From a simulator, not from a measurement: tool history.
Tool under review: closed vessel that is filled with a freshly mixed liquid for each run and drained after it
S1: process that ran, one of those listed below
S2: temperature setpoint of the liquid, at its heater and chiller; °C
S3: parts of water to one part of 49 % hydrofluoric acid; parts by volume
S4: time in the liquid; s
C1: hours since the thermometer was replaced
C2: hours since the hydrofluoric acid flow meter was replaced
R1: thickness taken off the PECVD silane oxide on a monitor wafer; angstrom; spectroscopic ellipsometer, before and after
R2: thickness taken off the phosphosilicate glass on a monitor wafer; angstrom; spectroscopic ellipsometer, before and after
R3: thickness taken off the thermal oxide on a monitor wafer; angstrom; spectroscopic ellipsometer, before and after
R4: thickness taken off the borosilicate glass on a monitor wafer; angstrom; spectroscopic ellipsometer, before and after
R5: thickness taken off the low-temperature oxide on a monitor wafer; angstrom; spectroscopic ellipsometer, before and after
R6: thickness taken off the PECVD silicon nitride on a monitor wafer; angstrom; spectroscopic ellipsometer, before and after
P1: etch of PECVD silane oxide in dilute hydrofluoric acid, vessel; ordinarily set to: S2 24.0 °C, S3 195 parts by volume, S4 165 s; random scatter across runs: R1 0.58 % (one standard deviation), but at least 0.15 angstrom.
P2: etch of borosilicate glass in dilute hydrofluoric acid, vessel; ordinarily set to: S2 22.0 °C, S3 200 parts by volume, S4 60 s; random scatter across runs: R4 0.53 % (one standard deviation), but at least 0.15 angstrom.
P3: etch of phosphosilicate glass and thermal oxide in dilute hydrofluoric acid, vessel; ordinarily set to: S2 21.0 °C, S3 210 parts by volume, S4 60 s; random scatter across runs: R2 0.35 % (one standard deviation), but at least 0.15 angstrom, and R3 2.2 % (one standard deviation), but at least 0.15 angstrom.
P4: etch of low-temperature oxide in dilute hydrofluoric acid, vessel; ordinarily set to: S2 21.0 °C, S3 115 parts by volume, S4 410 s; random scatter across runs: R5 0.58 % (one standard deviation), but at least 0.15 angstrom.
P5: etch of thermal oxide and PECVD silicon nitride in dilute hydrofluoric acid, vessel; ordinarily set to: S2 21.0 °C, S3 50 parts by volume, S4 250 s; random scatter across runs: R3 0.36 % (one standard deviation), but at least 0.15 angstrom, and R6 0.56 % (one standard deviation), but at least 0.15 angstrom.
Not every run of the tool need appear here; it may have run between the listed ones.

| run | hour | S1 | S2 | S3 | S4 | C1 | C2 | R1 | R2 | R3 | R4 | R5 | R6 |
|---|---|---|---|---|---|---|---|---|---|---|---|---|---|
| 1 | 4.4 | P1 | 24.0 | 195 | 165 | 190.2 | 297.1 | 119.190 |  |  |  |  |  |
| 2 | 10.7 | P3 | 21.0 | 210 | 60 | 196.5 | 303.4 |  | 409.55 | 10.2690 |  |  |  |
| 3 | 15.9 | P1 | 24.0 | 195 | 310 | 201.7 | 308.6 | 224.870 |  |  |  |  |  |
| 4 | 24.1 | P1 | 24.0 | 195 | 165 | 209.9 | 316.8 | 120.700 |  |  |  |  |  |
| 5 | 28.6 | P3 | 21.0 | 210 | 60 | 214.4 | 321.3 |  | 407.58 | 10.0770 |  |  |  |
|  | 34.2 | hydrofluoric acid flow meter replaced |
| 6 | 36.5 | P2 | 22.0 | 200 | 60 | 222.3 | 2.4 |  |  |  | 139.010 |  |  |
| 7 | 44.6 | P1 | 29.5 | 195 | 165 | 230.4 | 10.5 | 145.760 |  |  |  |  |  |
| 8 | 52.2 | P1 | 24.0 | 40 | 165 | 238.0 | 18.1 | 698.960 |  |  |  |  |  |
| 9 | 56.8 | P1 | 24.0 | 340 | 165 | 242.6 | 22.7 | 58.916 |  |  |  |  |  |
| 10 | 61.2 | P4 | 21.0 | 115 | 410 | 247.0 | 27.1 |  |  |  |  | 531.28 |  |
| 11 | 65.6 | P2 | 22.0 | 285 | 60 | 251.4 | 31.5 |  |  |  | 90.632 |  |  |
| 12 | 69.8 | P1 | 24.0 | 195 | 165 | 255.6 | 35.7 | 119.940 |  |  |  |  |  |
| 13 | 73.8 | P1 | 24.0 | 195 | 165 | 259.6 | 39.7 | 119.490 |  |  |  |  |  |
| 14 | 80.1 | P1 | 18.0 | 40 | 165 | 265.9 | 46.0 | 551.090 |  |  |  |  |  |
|  | 84.4 | thermometer replaced |
| 15 | 86.5 | P3 | 21.0 | 55 | 60 | 2.1 | 52.4 |  | 1854.00 | 45.9140 |  |  |  |
| 16 | 92.0 | P2 | 22.0 | 200 | 110 | 7.6 | 57.9 |  |  |  | 257.330 |  |  |
| 17 | 97.9 | P5 | 21.0 | 75 | 250 | 13.5 | 63.8 |  |  | 138.5000 |  |  | 48.257 |
| 18 | 102.7 | P4 | 21.0 | 160 | 410 | 18.3 | 68.6 |  |  |  |  | 363.60 |  |
| 19 | 108.8 | P1 | 24.0 | 345 | 290 | 24.4 | 74.7 | 102.440 |  |  |  |  |  |
| 20 | 113.0 | P4 | 28.0 | 115 | 410 | 28.6 | 78.9 |  |  |  |  | 698.42 |  |
| 21 | 118.8 | P5 | 21.0 | 50 | 250 | 34.4 | 84.7 |  |  | 212.8900 |  |  | 71.794 |
| 22 | 122.7 | P3 | 17.0 | 210 | 60 | 38.3 | 88.6 |  | 351.23 | 8.6001 |  |  |  |
| 23 | 126.6 | P5 | 21.0 | 50 | 250 | 42.2 | 92.5 |  |  | 213.5400 |  |  | 71.908 |
| 24 | 134.4 | P1 | 17.0 | 195 | 165 | 50.0 | 100.3 | 91.169 |  |  |  |  |  |
| 25 | 140.4 | P3 | 21.0 | 210 | 100 | 56.0 | 106.3 |  | 683.56 | 16.7220 |  |  |  |
| 26 | 147.5 | P4 | 21.0 | 115 | 665 | 63.1 | 113.4 |  |  |  |  | 856.63 |  |
| 27 | 151.2 | P5 | 17.0 | 50 | 250 | 66.8 | 117.1 |  |  | 179.7800 |  |  | 54.164 |
| 28 | 158.0 | P2 | 29.5 | 200 | 60 | 73.6 | 123.9 |  |  |  | 185.150 |  |  |
| 29 | 166.3 | P1 | 24.0 | 195 | 30 | 81.9 | 132.2 | 21.968 |  |  |  |  |  |
| 30 | 174.0 | P1 | 30.0 | 195 | 315 | 89.6 | 139.9 | 282.070 |  |  |  |  |  |
| 31 | 181.0 | P5 | 21.0 | 50 | 410 | 96.6 | 146.9 |  |  | 349.7900 |  |  | 117.490 |
| 32 | 188.4 | P1 | 24.0 | 195 | 165 | 104.0 | 154.3 | 119.590 |  |  |  |  |  |
| 33 | 192.1 | P1 | 24.0 | 195 | 165 | 107.7 | 158.0 | 119.230 |  |  |  |  |  |
| 34 | 199.0 | P1 | 24.0 | 195 | 165 | 114.6 | 164.9 | 125.400 |  |  |  |  |  |
| 35 | 205.5 | P1 | 24.0 | 195 | 165 | 121.1 | 171.4 | 129.420 |  |  |  |  |  |

Forecast run 36:
| 36 | 210.5 | P1 | 24.0 | 195 | 165 | 126.1 | 176.4 | ? |  |  |  |  |  |

R1: 129.520 angstrom
